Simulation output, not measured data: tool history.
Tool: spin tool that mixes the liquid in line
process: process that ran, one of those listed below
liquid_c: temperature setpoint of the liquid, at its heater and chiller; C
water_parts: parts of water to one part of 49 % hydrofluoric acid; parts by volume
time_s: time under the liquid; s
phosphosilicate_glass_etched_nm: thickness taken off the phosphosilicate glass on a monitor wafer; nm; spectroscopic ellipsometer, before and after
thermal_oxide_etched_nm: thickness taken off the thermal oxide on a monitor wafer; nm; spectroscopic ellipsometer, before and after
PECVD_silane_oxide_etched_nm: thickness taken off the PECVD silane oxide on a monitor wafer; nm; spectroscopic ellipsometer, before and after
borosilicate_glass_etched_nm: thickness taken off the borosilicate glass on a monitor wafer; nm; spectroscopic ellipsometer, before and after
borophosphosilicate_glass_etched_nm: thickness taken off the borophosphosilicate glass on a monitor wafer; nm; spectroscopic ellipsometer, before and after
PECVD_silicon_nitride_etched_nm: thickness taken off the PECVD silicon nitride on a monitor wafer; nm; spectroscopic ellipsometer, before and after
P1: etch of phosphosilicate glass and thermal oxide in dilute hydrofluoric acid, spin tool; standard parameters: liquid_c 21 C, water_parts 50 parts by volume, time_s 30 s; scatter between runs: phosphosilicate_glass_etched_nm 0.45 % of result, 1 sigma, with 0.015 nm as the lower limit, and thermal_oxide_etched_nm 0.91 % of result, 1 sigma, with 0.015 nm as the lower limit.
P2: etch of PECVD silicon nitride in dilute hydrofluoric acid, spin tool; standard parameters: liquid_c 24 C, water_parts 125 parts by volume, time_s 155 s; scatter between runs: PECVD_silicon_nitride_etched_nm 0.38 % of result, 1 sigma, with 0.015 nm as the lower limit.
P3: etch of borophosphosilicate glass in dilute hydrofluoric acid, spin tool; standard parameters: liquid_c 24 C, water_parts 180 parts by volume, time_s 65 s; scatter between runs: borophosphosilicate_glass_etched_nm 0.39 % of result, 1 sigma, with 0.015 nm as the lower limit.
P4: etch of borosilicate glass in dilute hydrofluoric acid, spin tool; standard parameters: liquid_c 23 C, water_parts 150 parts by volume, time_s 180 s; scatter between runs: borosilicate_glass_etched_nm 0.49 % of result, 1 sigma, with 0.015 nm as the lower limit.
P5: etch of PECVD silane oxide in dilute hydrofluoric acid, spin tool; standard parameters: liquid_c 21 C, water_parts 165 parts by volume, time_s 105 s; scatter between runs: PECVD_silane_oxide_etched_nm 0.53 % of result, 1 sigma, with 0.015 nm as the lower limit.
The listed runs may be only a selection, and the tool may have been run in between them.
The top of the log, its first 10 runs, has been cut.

| run | day | process | liquid_c | water_parts | time_s | phosphosilicate_glass_etched_nm | thermal_oxide_etched_nm | PECVD_silane_oxide_etched_nm | borosilicate_glass_etched_nm | borophosphosilicate_glass_etched_nm | PECVD_silicon_nitride_etched_nm |
|---|---|---|---|---|---|---|---|---|---|---|---|
| 11 | 6.108 | P4 | 23 | 150 | 180 |  |  |  | 22.323 |  |  |
|  | 6.371 | thermometer replaced |
| 12 | 6.675 | P5 | 21 | 165 | 105 |  |  | 14.442 |  |  |  |
| 13 | 7.383 | P5 | 21 | 225 | 105 |  |  | 9.9498 |  |  |  |
| 14 | 8.017 | P5 | 21 | 165 | 200 |  |  | 27.642 |  |  |  |
| 15 | 8.529 | P1 | 26 | 50 | 30 | 45.738 | 3.3134 |  |  |  |  |
| 16 | 8.95 | P1 | 21 | 50 | 30 | 37.239 | 2.7214 |  |  |  |  |
| 17 | 9.6 | P1 | 21 | 50 | 30 | 37.343 | 2.7341 |  |  |  |  |
| 18 | 10.175 | P3 | 29 | 180 | 65 |  |  |  |  | 21.317 |  |
| 19 | 10.658 | P2 | 24 | 125 | 55 |  |  |  |  |  | 2.3204 |
| 20 | 11.262 | P2 | 24 | 125 | 155 |  |  |  |  |  | 6.5067 |
| 21 | 11.6 | P2 | 17.5 | 125 | 155 |  |  |  |  |  | 4.2486 |
| 22 | 12.154 | P2 | 24 | 125 | 155 |  |  |  |  |  | 6.5515 |
| 23 | 12.667 | P1 | 21 | 90 | 30 | 19.831 | 1.4207 |  |  |  |  |
| 24 | 13.112 | P4 | 23 | 150 | 310 |  |  |  | 37.98 |  |  |
| 25 | 13.846 | P3 | 24 | 180 | 65 |  |  |  |  | 17.765 |  |
| 26 | 14.542 | P3 | 24 | 180 | 65 |  |  |  |  | 17.699 |  |
| 27 | 15.167 | P1 | 21 | 50 | 15 | 18.69 | 1.3561 |  |  |  |  |
| 28 | 15.658 | P1 | 21 | 50 | 30 | 37.472 | 2.711 |  |  |  |  |
| 29 | 16.079 | P3 | 24 | 180 | 115 |  |  |  |  | 31.018 |  |
| 30 | 16.421 | P3 | 24 | 75 | 65 |  |  |  |  | 48.235 |  |

For run 31, what comes out?
| 31 | 16.8 | P2 | 24 | 65 | 155 |  |  |  |  |  | ? |

Run 31 measured PECVD_silicon_nitride_etched_nm 12.508 nm.
